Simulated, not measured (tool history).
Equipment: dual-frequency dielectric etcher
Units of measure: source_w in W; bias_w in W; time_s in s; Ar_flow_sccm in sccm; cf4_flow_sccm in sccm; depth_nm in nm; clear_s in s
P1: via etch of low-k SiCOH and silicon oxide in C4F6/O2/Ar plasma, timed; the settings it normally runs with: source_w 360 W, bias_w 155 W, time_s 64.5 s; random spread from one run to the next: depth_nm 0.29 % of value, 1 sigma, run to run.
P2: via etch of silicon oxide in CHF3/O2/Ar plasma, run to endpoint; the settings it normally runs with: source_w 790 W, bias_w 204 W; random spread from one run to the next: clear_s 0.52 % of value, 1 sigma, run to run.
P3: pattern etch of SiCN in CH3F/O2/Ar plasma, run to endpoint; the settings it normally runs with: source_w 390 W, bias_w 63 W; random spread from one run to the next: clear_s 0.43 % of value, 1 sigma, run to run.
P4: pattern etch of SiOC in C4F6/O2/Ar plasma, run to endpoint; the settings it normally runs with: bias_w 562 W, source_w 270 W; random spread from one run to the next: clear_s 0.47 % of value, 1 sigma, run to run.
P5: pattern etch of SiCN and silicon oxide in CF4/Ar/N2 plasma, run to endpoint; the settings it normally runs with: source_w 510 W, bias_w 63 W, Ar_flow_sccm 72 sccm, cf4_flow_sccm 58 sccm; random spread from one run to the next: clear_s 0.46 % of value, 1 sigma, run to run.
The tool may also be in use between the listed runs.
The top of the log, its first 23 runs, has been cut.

run   hour  process  source_w  bias_w  time_s  Ar_flow_sccm  cf4_flow_sccm  hours since the last wet clean  hours since the last source power generator calibration  hours since the last bias power generator calibration  depth_nm  clear_s
     309.5  -- bias power generator calibrated
 24  321.9       P4       200     562                                                                685.8                                                    270.4                                                   12.5             18.758
 25  338.9       P5       380      63                    72             58                           702.8                                                    287.4                                                   29.5             20.193
 26  349.8       P3       390      63                                                                713.7                                                    298.3                                                   40.4             26.919
 27  366.0       P4       270     562                                                                729.9                                                    314.5                                                   56.6             17.055
 28  375.2       P5       510      63                    49             58                           739.1                                                    323.7                                                   65.8             14.636
 29  391.9       P1       280     155    39.5                                                        755.8                                                    340.4                                                   82.5    85.655
 30  404.4       P1       460     155    79.0                                                        768.3                                                    352.9                                                   95.0   207.230
 31  414.1       P3       390      63                                                                778.0                                                    362.6                                                  104.7             26.974
 32  422.5       P1       360     155    64.5                                                        786.4                                                    371.0                                                  113.1   154.610
 33  431.7       P1       360     155    64.5                                                        795.6                                                    380.2                                                  122.3   153.110
 34  450.6       P1       360     155    64.5                                                        814.5                                                    399.1                                                  141.2   151.840

What will run 35 give?
 35  462.6       P1       360     155    64.5                                                        826.5                                                    411.1                                                  153.2         ?

Run 35 came out at depth_nm 152.550 nm.
